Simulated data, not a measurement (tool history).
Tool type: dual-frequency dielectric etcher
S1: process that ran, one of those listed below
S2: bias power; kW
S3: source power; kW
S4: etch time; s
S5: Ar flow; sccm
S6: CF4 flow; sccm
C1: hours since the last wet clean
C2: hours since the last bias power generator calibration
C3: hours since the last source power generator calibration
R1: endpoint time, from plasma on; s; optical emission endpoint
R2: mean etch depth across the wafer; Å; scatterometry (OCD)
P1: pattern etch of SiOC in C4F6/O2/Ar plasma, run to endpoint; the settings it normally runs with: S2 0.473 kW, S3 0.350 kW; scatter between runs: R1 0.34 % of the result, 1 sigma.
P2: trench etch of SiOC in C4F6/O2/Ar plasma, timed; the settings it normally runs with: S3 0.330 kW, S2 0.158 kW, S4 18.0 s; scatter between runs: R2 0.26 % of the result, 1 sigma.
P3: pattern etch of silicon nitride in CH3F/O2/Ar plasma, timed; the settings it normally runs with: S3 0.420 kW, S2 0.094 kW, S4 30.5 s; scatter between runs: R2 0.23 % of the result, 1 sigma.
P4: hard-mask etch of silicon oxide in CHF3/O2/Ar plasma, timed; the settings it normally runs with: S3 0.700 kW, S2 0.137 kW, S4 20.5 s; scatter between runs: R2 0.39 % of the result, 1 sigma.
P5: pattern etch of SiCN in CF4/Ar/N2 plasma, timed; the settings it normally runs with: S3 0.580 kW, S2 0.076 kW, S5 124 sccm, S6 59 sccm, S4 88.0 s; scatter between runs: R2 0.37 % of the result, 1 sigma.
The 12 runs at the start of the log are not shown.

At hour 156.5: wet clean of the chamber.
Run 13, hour 171.5: S1 P1, S2 0.473 kW, S3 0.430 kW; C1 15.0; C2 2700.1; C3 1557.0. Result: R1 14.644 s.
Run 14, hour 181.5: S1 P3, S2 0.065 kW, S3 0.420 kW, S4 30.5 s; C1 25.0; C2 2710.1; C3 1567.0. Result: R2 215.32 Å.
Run 15, hour 194.0: S1 P3, S2 0.094 kW, S3 0.340 kW, S4 30.5 s; C1 37.5; C2 2722.6; C3 1579.5. Result: R2 227.59 Å.
Run 16, hour 210.3: S1 P1, S2 0.381 kW, S3 0.350 kW; C1 53.8; C2 2738.9; C3 1595.8. Result: R1 17.171 s.
Run 17, hour 224.1: S1 P4, S2 0.137 kW, S3 0.700 kW, S4 16.0 s; C1 67.6; C2 2752.7; C3 1609.6. Result: R2 305.61 Å.
Run 18, hour 235.9: S1 P3, S2 0.094 kW, S3 0.420 kW, S4 30.5 s; C1 79.4; C2 2764.5; C3 1621.4. Result: R2 245.07 Å.
Run 19, hour 248.1: S1 P1, S2 0.667 kW, S3 0.350 kW; C1 91.6; C2 2776.7; C3 1633.6. Result: R1 13.879 s.
Run 20, hour 261.5: S1 P5, S2 0.076 kW, S3 0.580 kW, S4 117.0 s, S5 124 sccm, S6 59 sccm; C1 105.0; C2 2790.1; C3 1647.0. Result: R2 1215.20 Å.
Run 21, hour 269.1: S1 P4, S2 0.137 kW, S3 0.700 kW, S4 20.5 s; C1 112.6; C2 2797.7; C3 1654.6. Result: R2 388.80 Å.
Run 22, hour 284.9: S1 P1, S2 0.623 kW, S3 0.430 kW; C1 128.4; C2 2813.5; C3 1670.4. Result: R1 13.196 s.
Run 23, hour 298.3: S1 P4, S2 0.095 kW, S3 0.700 kW, S4 20.5 s; C1 141.8; C2 2826.9; C3 1683.8. Result: R2 348.09 Å.
Run 24, hour 308.0: S1 P5, S2 0.076 kW, S3 0.580 kW, S4 88.0 s, S5 124 sccm, S6 44 sccm; C1 151.5; C2 2836.6; C3 1693.5. Result: R2 867.28 Å.
Run 25, hour 317.6: S1 P4, S2 0.137 kW, S3 0.700 kW, S4 20.5 s; C1 161.1; C2 2846.2; C3 1703.1. Result: R2 387.68 Å.

Forecast run 26:
Run 26, hour 325.8: S1 P2, S2 0.158 kW, S3 0.330 kW, S4 27.0 s; C1 169.3; C2 2854.4; C3 1711.3. Result: R2 ?.

Run 26 gave R2 500.76 Å.
